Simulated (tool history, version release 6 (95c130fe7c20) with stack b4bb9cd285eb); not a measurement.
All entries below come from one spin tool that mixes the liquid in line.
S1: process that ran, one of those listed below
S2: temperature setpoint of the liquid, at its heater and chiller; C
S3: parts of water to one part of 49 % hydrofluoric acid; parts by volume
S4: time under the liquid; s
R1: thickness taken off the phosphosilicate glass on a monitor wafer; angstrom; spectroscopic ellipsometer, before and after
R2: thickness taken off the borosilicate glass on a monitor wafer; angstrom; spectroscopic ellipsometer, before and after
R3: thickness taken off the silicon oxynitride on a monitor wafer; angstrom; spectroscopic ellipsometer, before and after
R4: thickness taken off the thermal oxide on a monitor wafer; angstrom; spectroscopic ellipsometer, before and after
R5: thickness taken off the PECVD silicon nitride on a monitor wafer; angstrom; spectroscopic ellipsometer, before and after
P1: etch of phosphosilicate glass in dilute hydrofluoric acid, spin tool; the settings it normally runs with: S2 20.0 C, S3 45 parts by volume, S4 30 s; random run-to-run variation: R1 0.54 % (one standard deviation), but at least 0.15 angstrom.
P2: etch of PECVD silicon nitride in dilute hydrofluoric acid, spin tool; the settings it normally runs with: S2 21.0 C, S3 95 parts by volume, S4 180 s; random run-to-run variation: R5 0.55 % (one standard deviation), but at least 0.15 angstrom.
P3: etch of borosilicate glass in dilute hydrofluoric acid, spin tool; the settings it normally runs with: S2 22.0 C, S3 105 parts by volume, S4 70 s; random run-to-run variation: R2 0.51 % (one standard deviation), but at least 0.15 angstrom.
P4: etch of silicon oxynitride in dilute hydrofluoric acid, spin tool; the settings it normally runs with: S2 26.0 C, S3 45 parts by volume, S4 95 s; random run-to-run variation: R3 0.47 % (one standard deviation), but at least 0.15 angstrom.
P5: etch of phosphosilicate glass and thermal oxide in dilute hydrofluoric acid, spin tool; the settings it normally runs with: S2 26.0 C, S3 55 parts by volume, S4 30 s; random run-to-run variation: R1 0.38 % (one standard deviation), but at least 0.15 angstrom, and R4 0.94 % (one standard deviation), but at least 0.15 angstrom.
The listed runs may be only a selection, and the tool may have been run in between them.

| run | hour | S1 | S2 | S3 | S4 | R1 | R2 | R3 | R4 | R5 |
|---|---|---|---|---|---|---|---|---|---|---|
| 1 | 8.2 | P1 | 20.0 | 45 | 30 | 616.33 |  |  |  |  |
| 2 | 16.9 | P1 | 20.0 | 45 | 30 | 619.87 |  |  |  |  |
| 3 | 24.3 | P3 | 22.0 | 105 | 130 |  | 597.31 |  |  |  |
| 4 | 33.5 | P1 | 20.0 | 45 | 30 | 626.24 |  |  |  |  |
| 5 | 38.8 | P1 | 17.0 | 45 | 30 | 546.05 |  |  |  |  |
| 6 | 45.9 | P4 | 26.0 | 20 | 95 |  |  | 132.560 |  |  |
| 7 | 52.3 | P5 | 31.0 | 55 | 30 | 906.93 |  |  | 36.876 |  |
| 8 | 57.7 | P3 | 22.0 | 105 | 70 |  | 322.62 |  |  |  |
| 9 | 65.3 | P3 | 22.0 | 105 | 70 |  | 324.97 |  |  |  |
| 10 | 74.4 | P4 | 32.5 | 45 | 95 |  |  | 79.104 |  |  |
| 11 | 79.6 | P5 | 26.0 | 55 | 30 | 744.54 |  |  | 30.889 |  |
| 12 | 89.4 | P5 | 26.0 | 100 | 30 | 388.70 |  |  | 16.110 |  |
| 13 | 94.7 | P1 | 20.0 | 20 | 30 | 1425.70 |  |  |  |  |
| 14 | 99.9 | P1 | 20.0 | 45 | 30 | 621.57 |  |  |  |  |
| 15 | 105.2 | P2 | 17.0 | 95 | 180 |  |  |  |  | 28.295 |
| 16 | 114.8 | P2 | 21.0 | 55 | 180 |  |  |  |  | 64.698 |
| 17 | 121.4 | P1 | 20.0 | 45 | 50 | 1024.00 |  |  |  |  |
| 18 | 131.1 | P2 | 21.0 | 95 | 180 |  |  |  |  | 37.703 |
| 19 | 136.7 | P5 | 26.0 | 55 | 30 | 742.15 |  |  | 30.268 |  |
| 20 | 141.1 | P1 | 26.5 | 45 | 30 | 816.50 |  |  |  |  |
| 21 | 150.5 | P1 | 20.0 | 45 | 30 | 619.11 |  |  |  |  |
| 22 | 160.2 | P4 | 26.0 | 45 | 140 |  |  | 84.909 |  |  |
| 23 | 166.4 | P1 | 20.0 | 70 | 30 | 382.50 |  |  |  |  |
| 24 | 173.7 | P1 | 20.0 | 45 | 15 | 307.67 |  |  |  |  |
|  | 178.1 | thermometer replaced |
| 25 | 181.8 | P3 | 22.0 | 170 | 70 |  | 183.80 |  |  |  |
| 26 | 187.4 | P1 | 17.0 | 45 | 60 | 1080.10 |  |  |  |  |
| 27 | 197.3 | P1 | 17.0 | 25 | 30 | 1004.40 |  |  |  |  |
| 28 | 207.1 | P3 | 27.5 | 105 | 70 |  | 400.70 |  |  |  |
| 29 | 214.2 | P1 | 20.0 | 45 | 30 | 617.14 |  |  |  |  |
| 30 | 218.6 | P5 | 26.0 | 55 | 50 | 1243.00 |  |  | 50.166 |  |
| 31 | 223.5 | P2 | 21.0 | 95 | 180 |  |  |  |  | 37.889 |
| 32 | 230.4 | P4 | 26.0 | 45 | 95 |  |  | 56.929 |  |  |
| 33 | 234.9 | P2 | 21.0 | 95 | 335 |  |  |  |  | 70.437 |
| 34 | 241.1 | P1 | 20.0 | 45 | 30 | 622.40 |  |  |  |  |
| 35 | 250.7 | P1 | 20.0 | 45 | 30 | 654.08 |  |  |  |  |
| 36 | 257.7 | P1 | 20.0 | 45 | 30 | 660.87 |  |  |  |  |
| 37 | 266.1 | P1 | 20.0 | 45 | 30 | 668.00 |  |  |  |  |
| 38 | 270.7 | P1 | 20.0 | 45 | 30 | 672.31 |  |  |  |  |
| 39 | 276.8 | P1 | 20.0 | 45 | 30 | 674.71 |  |  |  |  |

Expected results for the next run?
| 40 | 282.9 | P1 | 20.0 | 45 | 30 | ? |  |  |  |  |

Logged for run 40: R1 674.21 angstrom.
